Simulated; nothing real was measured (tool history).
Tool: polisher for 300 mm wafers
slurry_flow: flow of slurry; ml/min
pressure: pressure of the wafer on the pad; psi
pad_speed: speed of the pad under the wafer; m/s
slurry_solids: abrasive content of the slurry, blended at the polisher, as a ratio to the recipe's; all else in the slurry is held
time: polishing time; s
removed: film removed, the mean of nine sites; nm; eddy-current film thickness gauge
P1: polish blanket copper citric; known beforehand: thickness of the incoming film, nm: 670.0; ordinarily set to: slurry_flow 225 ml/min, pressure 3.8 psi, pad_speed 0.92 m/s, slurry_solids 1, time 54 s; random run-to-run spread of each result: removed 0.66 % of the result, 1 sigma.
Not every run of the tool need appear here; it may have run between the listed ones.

run,hour,slurry_flow,pressure,pad_speed,slurry_solids,time,removed
1,7.2,225,3.8,0.92,1,54,152.81
2,12.8,225,3.8,0.92,1.3,54,161.72
3,23,225,3.8,0.52,1,54,87.336
4,32.4,225,3.8,1.28,1,76,297.08
5,40.7,225,3.8,0.92,0.5,54,132.37
6,46.3,225,3.8,0.92,1,54,153.67
7,54.1,355,3.8,0.92,1,54,159.02
8,63.8,225,1.9,0.92,1,54,77.718
9,71.9,225,3.8,0.92,1,54,154.13
# hour 77.8: slurry blender recalibrated
10,80.4,225,3.8,0.92,1,72,204.3
11,89.1,225,3.8,0.92,1,54,153.37
12,98.5,225,3.8,0.92,1,54,150.17
13,108.2,225,3.8,0.92,1,54,152.06
14,115.6,225,3.8,0.92,1,27,76.826
15,121.2,225,5.5,0.92,1,54,218.51
16,131,170,3.8,0.7,1,54,114.65
17,140.4,225,3.8,1.44,1,54,236.27
18,145.3,135,3.8,0.92,1,54,141.16
19,152.6,225,3.8,0.92,1,54,152.66
20,158.2,225,3.8,0.92,1,54,152.69
21,164.4,225,3.8,0.92,1,54,152.81

Run 22 is up next; what results do you expect?
22,172.7,225,3.8,0.92,1,54,?

removed: 146.15 nm

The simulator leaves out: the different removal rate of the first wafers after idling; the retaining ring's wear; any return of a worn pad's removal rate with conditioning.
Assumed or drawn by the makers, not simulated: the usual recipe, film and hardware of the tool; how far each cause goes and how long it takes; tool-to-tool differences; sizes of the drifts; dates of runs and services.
